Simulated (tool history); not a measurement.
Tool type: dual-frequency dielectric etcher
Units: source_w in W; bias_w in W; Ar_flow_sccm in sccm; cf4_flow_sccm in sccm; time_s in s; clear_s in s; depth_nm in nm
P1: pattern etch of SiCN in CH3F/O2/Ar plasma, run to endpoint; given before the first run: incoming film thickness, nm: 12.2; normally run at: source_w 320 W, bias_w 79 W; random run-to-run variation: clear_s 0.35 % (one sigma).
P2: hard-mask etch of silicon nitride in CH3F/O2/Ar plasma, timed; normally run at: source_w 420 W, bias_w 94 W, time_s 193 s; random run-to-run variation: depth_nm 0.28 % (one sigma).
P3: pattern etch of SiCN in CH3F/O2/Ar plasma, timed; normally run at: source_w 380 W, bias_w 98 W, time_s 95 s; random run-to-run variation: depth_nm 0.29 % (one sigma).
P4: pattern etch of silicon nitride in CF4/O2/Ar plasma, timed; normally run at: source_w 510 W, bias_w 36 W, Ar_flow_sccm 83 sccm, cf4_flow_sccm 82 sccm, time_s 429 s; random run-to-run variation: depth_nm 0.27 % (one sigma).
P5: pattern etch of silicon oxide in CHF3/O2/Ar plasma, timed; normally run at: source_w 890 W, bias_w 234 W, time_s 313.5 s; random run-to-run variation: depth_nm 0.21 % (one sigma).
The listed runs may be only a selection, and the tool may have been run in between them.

run,hour,process,source_w,bias_w,Ar_flow_sccm,cf4_flow_sccm,time_s,clear_s,depth_nm
1,13,P1,320,79,,,,33.642,
2,19.6,P4,510,49,83,82,429,,793.01
3,30.3,P4,510,36,110,82,429,,677.95
4,41.2,P1,320,47,,,,40.168,
5,51.3,P1,320,79,,,,33.533,
6,58.3,P2,560,94,,,193,,170.58
7,64,P1,320,79,,,,33.565,
8,70.6,P3,380,98,,,58,,23.658
9,77.7,P4,510,36,83,108,429,,732.28
10,90.3,P3,290,98,,,95,,35.136
11,100.6,P1,230,102,,,,34.629,
12,113.6,P1,320,95,,,,31.284,
# hour 119.1: source power generator calibrated
13,124.7,P1,440,79,,,,29.846,
14,132.2,P1,320,79,,,,33.524,
15,141.2,P4,510,36,83,82,618.5,,1018.3
16,147.8,P4,690,36,83,82,429,,920.31
17,154.8,P2,420,94,,,193,,152.82
18,165.5,P3,380,69,,,95,,33.783
19,174.4,P1,220,104,,,,34.936,
20,185.4,P2,420,124,,,193,,168.61
21,196.9,P4,510,36,83,82,429,,712.23
22,208.5,P5,890,288,,,313.5,,854.21
23,218,P5,1230,234,,,313.5,,895.57
24,230,P5,890,234,,,313.5,,789.68
25,238.3,P1,230,79,,,,38.046,
26,244.1,P1,320,79,,,,33.438,
27,256.7,P5,890,234,,,433.5,,1092.6
28,264.8,P3,380,98,,,95,,38.728
29,271.2,P1,320,79,,,,33.789,
30,282,P2,420,94,,,193,,152.58
31,292.7,P1,320,79,,,,33.588,
32,299.2,P2,420,94,,,269.5,,213.24
33,310.7,P1,320,79,,,,33.826,
34,321.6,P1,320,79,,,,33.156,
35,330.1,P1,320,79,,,,33.074,
36,336.6,P1,320,79,,,,32.969,
# hour 347.6: wet clean of the chamber
37,347.6,P1,320,79,,,,33.017,
38,356.4,P1,320,79,,,,33.069,
39,362.1,P1,320,79,,,,33.003,

What P1 gives has crept away from where it was. These 2 causes fit the log equally well, each at the size given:
A: bias power that arrives over what is set, % = 4.9
B: source power that arrives over what is set, % = 4.84
The onset of the drift is placed at about hour 310.7.
Ruled out, with reasons:
chamber walls in a state that raises the etch rate, %: serviced after onset, at hour 347.6, with no recovery of the prior output

Below are 4 check runs, each on a single wafer, with their results shown as question marks. Which of them would tell the listed causes apart, meaning the causes would give clearly different results under it?
check 1,367.8,P5,1230,234,,,369.5,,?
check 2,367.8,P2,480,94,,,193,,?
check 3,367.8,P3,380,84,,,95,,?
check 4,367.8,P4,510,45,83,82,429,,?

What each check would give under each cause:
check,result,if A,if B
check 1,depth_nm,1072.5,1074.5
check 2,depth_nm,163.41,163.49
check 3,depth_nm,37.135,37.135
check 4,depth_nm,779.03,797.74
Per check, the gap between the least separated pair of causes, taken in the result that splits them most: check 1 0.19 %; check 2 0.05 %; check 3 0 %; check 4 2.37 %
Check 4 tells the causes apart: in the others they would give nearly the same result.

After running check 4, the following was obtained: depth_nm 795.83 nm. Which cause does this point to?

It was cause B: source power that arrives over what is set, %.
